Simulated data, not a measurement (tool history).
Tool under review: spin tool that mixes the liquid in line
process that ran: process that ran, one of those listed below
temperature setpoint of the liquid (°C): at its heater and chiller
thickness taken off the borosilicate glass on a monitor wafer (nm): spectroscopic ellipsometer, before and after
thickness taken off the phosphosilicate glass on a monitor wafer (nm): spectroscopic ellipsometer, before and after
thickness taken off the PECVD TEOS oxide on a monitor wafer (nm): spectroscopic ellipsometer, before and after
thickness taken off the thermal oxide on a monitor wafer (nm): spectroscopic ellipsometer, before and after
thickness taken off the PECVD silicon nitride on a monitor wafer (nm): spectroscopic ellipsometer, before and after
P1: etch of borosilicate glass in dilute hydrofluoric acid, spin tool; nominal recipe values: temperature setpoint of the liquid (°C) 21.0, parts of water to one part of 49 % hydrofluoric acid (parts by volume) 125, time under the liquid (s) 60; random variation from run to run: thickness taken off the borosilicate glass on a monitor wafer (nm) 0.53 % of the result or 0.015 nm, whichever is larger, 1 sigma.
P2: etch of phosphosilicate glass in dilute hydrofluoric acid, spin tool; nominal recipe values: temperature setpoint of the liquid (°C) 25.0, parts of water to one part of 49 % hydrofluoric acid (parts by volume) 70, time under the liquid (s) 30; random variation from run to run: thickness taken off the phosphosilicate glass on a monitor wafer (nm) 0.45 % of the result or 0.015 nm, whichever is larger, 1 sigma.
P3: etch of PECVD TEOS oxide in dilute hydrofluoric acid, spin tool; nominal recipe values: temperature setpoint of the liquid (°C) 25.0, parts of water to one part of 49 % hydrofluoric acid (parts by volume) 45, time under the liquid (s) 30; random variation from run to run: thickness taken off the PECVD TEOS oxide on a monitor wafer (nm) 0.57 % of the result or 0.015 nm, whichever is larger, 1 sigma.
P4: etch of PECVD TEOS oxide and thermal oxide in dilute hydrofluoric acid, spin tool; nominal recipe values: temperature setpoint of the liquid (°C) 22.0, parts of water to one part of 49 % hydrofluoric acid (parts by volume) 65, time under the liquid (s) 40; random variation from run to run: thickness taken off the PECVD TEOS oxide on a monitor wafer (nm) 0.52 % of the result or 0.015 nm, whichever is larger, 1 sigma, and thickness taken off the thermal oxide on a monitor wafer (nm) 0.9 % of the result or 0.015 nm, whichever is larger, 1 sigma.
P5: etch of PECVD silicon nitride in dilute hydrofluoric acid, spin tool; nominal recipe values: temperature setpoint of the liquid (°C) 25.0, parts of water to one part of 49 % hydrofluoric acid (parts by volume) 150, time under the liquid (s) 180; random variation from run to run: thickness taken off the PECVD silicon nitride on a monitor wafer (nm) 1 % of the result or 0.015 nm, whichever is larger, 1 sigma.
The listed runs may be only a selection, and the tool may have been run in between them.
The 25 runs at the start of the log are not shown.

run	hour	process that ran	temperature setpoint of the liquid (°C)	parts of water to one part of 49 % hydrofluoric acid (parts by volume)	time under the liquid (s)	hours since the thermometer was replaced	hours since the hydrofluoric acid flow meter was replaced	thickness taken off the borosilicate glass on a monitor wafer (nm)	thickness taken off the phosphosilicate glass on a monitor wafer (nm)	thickness taken off the PECVD TEOS oxide on a monitor wafer (nm)	thickness taken off the thermal oxide on a monitor wafer (nm)	thickness taken off the PECVD silicon nitride on a monitor wafer (nm)
26	120.1	P3	29.5	45	30	1364.4	581.7			7.5967		
27	125.4	P3	25.0	45	30	1369.7	587.0			6.2865		
28	131.8	P3	25.0	30	30	1376.1	593.4			9.6419		
29	137.9	P3	25.0	45	45	1382.2	599.5			9.4945		
30	142.0	P4	22.0	90	40	1386.3	603.6			8.6012	1.8713	
31	145.6	P1	21.0	180	60	1389.9	607.2	10.6970				
32	150.1	P1	21.0	125	60	1394.4	611.7	16.2690				
33	155.0	P1	21.0	125	60	1399.3	616.6	17.0040				
34	159.0	P1	21.0	125	60	1403.3	620.6	17.2710				
35	162.9	P1	21.0	125	60	1407.2	624.5	17.4850				
36	169.2	P1	21.0	125	60	1413.5	630.8	17.7200				

Predict the results of run 37:
37	172.9	P1	21.0	125	60	1417.2	634.5	?				

Run 37 came out at thickness taken off the borosilicate glass on a monitor wafer (nm) 17.8760.
